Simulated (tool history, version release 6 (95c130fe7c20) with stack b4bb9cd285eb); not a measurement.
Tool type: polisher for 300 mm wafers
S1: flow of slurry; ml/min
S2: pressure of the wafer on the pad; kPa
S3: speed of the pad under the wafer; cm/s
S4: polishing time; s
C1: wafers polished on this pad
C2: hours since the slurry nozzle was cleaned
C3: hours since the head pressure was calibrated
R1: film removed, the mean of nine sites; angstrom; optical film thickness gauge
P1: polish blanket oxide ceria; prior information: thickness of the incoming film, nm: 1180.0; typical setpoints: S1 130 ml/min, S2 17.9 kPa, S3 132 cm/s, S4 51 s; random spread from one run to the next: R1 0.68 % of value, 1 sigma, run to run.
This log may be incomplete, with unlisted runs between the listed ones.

run	hour	S1	S2	S3	S4	C1	C2	C3	R1
1	9.4	130	17.9	132	51	376	330.6	94.2	2749.8
2	18.4	80	17.9	176	51	463	339.6	103.2	3264.9
3	36.1	130	9.7	132	51	633	357.3	120.9	1488.6
4	47.5	130	17.9	72	51	743	368.7	132.3	1503.3
5	60.7	130	17.9	132	75	871	381.9	145.5	4063.2
6	75.2	175	17.9	132	51	1010	396.4	160	2938.1
7	87.1	160	17.9	132	64	1125	408.3	171.9	3598.1
8	99.2	130	17.9	132	51	1242	420.4	184	2763.2
9	112.9	80	17.9	132	51	1374	434.1	197.7	2436.9
10	123.6	130	17.9	132	51	1477	444.8	208.4	2749
11	133.1	130	17.9	206	51	1569	454.3	217.9	4335.6
12	146.5	130	17.9	132	28	1698	467.7	231.3	1513.2
13	164	130	24.1	132	51	1867	485.2	248.8	3721.8

For run 14, what comes out?
14	181.1	130	17.9	132	51	2031	502.3	265.9	?

Run 14 yielded R1 2743.2 angstrom.
